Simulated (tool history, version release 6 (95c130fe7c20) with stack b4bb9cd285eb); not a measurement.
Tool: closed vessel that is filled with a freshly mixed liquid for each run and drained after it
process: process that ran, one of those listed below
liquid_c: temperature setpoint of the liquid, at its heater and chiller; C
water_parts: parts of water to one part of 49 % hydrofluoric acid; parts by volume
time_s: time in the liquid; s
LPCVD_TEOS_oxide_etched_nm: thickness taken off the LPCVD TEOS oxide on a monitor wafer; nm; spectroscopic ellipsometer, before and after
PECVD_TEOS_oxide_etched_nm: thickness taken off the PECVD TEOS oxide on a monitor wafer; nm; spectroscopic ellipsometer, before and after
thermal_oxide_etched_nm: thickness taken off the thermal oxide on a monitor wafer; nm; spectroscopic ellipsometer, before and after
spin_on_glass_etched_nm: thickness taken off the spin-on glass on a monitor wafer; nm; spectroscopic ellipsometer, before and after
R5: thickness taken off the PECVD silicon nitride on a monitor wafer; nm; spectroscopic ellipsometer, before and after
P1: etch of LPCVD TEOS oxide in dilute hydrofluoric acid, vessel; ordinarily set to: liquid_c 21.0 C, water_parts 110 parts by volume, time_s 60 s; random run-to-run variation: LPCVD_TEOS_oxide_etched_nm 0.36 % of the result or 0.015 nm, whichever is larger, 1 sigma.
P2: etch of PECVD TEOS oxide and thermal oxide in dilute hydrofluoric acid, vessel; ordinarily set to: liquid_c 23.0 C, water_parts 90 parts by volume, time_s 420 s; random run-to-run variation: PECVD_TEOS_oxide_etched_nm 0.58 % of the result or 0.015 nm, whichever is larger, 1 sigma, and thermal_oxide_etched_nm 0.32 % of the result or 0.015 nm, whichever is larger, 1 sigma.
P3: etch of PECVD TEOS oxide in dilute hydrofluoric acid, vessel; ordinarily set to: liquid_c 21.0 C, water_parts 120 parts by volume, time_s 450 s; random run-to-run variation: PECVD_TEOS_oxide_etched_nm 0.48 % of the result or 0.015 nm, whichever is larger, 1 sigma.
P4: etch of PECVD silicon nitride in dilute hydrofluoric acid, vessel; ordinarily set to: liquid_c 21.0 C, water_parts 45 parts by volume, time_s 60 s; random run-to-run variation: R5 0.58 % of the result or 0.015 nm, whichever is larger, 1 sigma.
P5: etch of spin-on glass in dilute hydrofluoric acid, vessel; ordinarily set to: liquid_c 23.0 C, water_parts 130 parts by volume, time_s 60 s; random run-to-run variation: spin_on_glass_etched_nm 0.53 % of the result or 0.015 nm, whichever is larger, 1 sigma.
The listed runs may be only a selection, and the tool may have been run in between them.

run 1 hour=11.4 | process=P1 liquid_c=21.0 water_parts=110 time_s=60 | LPCVD_TEOS_oxide_etched_nm=27.1420
run 2 hour=25.1 | process=P2 liquid_c=23.0 water_parts=90 time_s=670 | PECVD_TEOS_oxide_etched_nm=75.413 thermal_oxide_etched_nm=31.734
run 3 hour=32.9 | process=P1 liquid_c=17.0 water_parts=110 time_s=60 | LPCVD_TEOS_oxide_etched_nm=22.9880
run 4 hour=45.7 | process=P1 liquid_c=21.0 water_parts=20 time_s=60 | LPCVD_TEOS_oxide_etched_nm=165.6900
run 5 hour=58.9 | process=P2 liquid_c=23.0 water_parts=90 time_s=420 | PECVD_TEOS_oxide_etched_nm=47.432 thermal_oxide_etched_nm=19.909
run 6 hour=67.3 | process=P3 liquid_c=21.0 water_parts=120 time_s=450 | PECVD_TEOS_oxide_etched_nm=26.999
run 7 hour=77.0 | process=P1 liquid_c=21.0 water_parts=110 time_s=60 | LPCVD_TEOS_oxide_etched_nm=27.2080
run 8 hour=89.5 | process=P2 liquid_c=23.0 water_parts=145 time_s=420 | PECVD_TEOS_oxide_etched_nm=27.350 thermal_oxide_etched_nm=11.579
run 9 hour=96.6 | process=P1 liquid_c=21.0 water_parts=155 time_s=30 | LPCVD_TEOS_oxide_etched_nm=9.1818
run 10 hour=109.4 | process=P5 liquid_c=23.0 water_parts=130 time_s=60 | spin_on_glass_etched_nm=15.4250
run 11 hour=122.7 | process=P5 liquid_c=19.5 water_parts=130 time_s=60 | spin_on_glass_etched_nm=13.3400
run 12 hour=134.4 | process=P1 liquid_c=21.0 water_parts=195 time_s=30 | LPCVD_TEOS_oxide_etched_nm=7.0098
run 13 hour=143.0 | process=P1 liquid_c=21.0 water_parts=110 time_s=110 | LPCVD_TEOS_oxide_etched_nm=50.0110
run 14 hour=157.9 | process=P4 liquid_c=21.0 water_parts=45 time_s=30 | R5=2.3349
run 15 hour=169.5 | process=P3 liquid_c=25.0 water_parts=120 time_s=450 | PECVD_TEOS_oxide_etched_nm=31.787
run 16 hour=185.5 | process=P1 liquid_c=21.0 water_parts=110 time_s=60 | LPCVD_TEOS_oxide_etched_nm=26.8520
run 17 hour=197.1 | process=P4 liquid_c=21.0 water_parts=45 time_s=60 | R5=4.6928
run 18 hour=212.5 | process=P5 liquid_c=23.0 water_parts=130 time_s=60 | spin_on_glass_etched_nm=15.3730
run 19 hour=225.5 | process=P1 liquid_c=21.0 water_parts=110 time_s=30 | LPCVD_TEOS_oxide_etched_nm=13.5650
run 20 hour=241.5 | process=P2 liquid_c=17.0 water_parts=90 time_s=420 | PECVD_TEOS_oxide_etched_nm=37.041 thermal_oxide_etched_nm=15.617
-- hour=244.9 thermometer replaced
run 21 hour=254.0 | process=P1 liquid_c=21.0 water_parts=110 time_s=60 | LPCVD_TEOS_oxide_etched_nm=26.9630
run 22 hour=265.9 | process=P1 liquid_c=24.5 water_parts=150 time_s=60 | LPCVD_TEOS_oxide_etched_nm=21.7610
run 23 hour=273.0 | process=P4 liquid_c=17.0 water_parts=45 time_s=60 | R5=3.5857
run 24 hour=283.3 | process=P5 liquid_c=23.0 water_parts=130 time_s=30 | spin_on_glass_etched_nm=7.7048
run 25 hour=293.2 | process=P4 liquid_c=21.0 water_parts=25 time_s=60 | R5=8.2675
run 26 hour=309.0 | process=P1 liquid_c=21.0 water_parts=155 time_s=60 | LPCVD_TEOS_oxide_etched_nm=18.1520
run 27 hour=321.1 | process=P1 liquid_c=27.0 water_parts=110 time_s=60 | LPCVD_TEOS_oxide_etched_nm=34.3780
run 28 hour=332.5 | process=P3 liquid_c=21.0 water_parts=75 time_s=450 | PECVD_TEOS_oxide_etched_nm=46.147
run 29 hour=340.9 | process=P5 liquid_c=23.0 water_parts=215 time_s=60 | spin_on_glass_etched_nm=8.4459
run 30 hour=350.6 | process=P3 liquid_c=21.0 water_parts=120 time_s=780 | PECVD_TEOS_oxide_etched_nm=47.034
run 31 hour=363.2 | process=P4 liquid_c=21.0 water_parts=45 time_s=60 | R5=4.6856
run 32 hour=372.8 | process=P1 liquid_c=21.0 water_parts=110 time_s=60 | LPCVD_TEOS_oxide_etched_nm=27.0720
run 33 hour=380.5 | process=P1 liquid_c=21.0 water_parts=110 time_s=60 | LPCVD_TEOS_oxide_etched_nm=28.0240
run 34 hour=393.2 | process=P1 liquid_c=21.0 water_parts=110 time_s=60 | LPCVD_TEOS_oxide_etched_nm=28.9330
run 35 hour=405.4 | process=P1 liquid_c=21.0 water_parts=110 time_s=60 | LPCVD_TEOS_oxide_etched_nm=29.3730
run 36 hour=417.6 | process=P1 liquid_c=21.0 water_parts=110 time_s=60 | LPCVD_TEOS_oxide_etched_nm=29.6290
run 37 hour=431.6 | process=P1 liquid_c=21.0 water_parts=110 time_s=60 | LPCVD_TEOS_oxide_etched_nm=29.6900
run 38 hour=446.9 | process=P1 liquid_c=21.0 water_parts=110 time_s=60 | LPCVD_TEOS_oxide_etched_nm=29.7580

The log shows P1 creeping away from where it was. Any of the 2 causes listed here, at the size stated for it, fits the log just as well as the others:
A: liquid hotter than its thermometer reads (K) = 2.32
B: hydrofluoric acid flow above the setpoint (%) = 8.6
At approximately hour 372.8, the process output began to creep.

The check runs listed below each take one wafer, and their results are still question marks. Under which run would the listed causes lead to clearly different results?
run check 1 hour=462.2 | process=P5 liquid_c=23.0 water_parts=130 time_s=60 | spin_on_glass_etched_nm=?
run check 2 hour=462.2 | process=P3 liquid_c=21.0 water_parts=120 time_s=450 | PECVD_TEOS_oxide_etched_nm=?
run check 3 hour=462.2 | process=P2 liquid_c=23.0 water_parts=90 time_s=420 | PECVD_TEOS_oxide_etched_nm=? thermal_oxide_etched_nm=?
run check 4 hour=462.2 | process=P4 liquid_c=21.0 water_parts=45 time_s=60 | R5=?

Outcome of each check run for each possible cause:
check=check_1 result=spin_on_glass_etched_nm if_A=16.8120 if_B=16.8890
check=check_2 result=PECVD_TEOS_oxide_etched_nm if_A=29.810 if_B=29.837
check=check_3 result=PECVD_TEOS_oxide_etched_nm if_A=51.687 if_B=51.626
check=check_3 result=thermal_oxide_etched_nm if_A=21.861 if_B=21.835
check=check_4 result=R5 if_A=5.5109 if_B=5.0928
Distance between the nearest two causes, measured in the result of the check that separates them most: check 1 0.46 %; check 2 0.09 %; check 3 0.12 %; check 4 7.89 %
Check 4 is the one run that separates the causes; every other check would come out nearly the same whichever cause is at work.

After running check 4, the following was obtained: R5 5.0699 nm. Which cause does this point to?

The correct cause is B, namely: hydrofluoric acid flow above the setpoint (%).
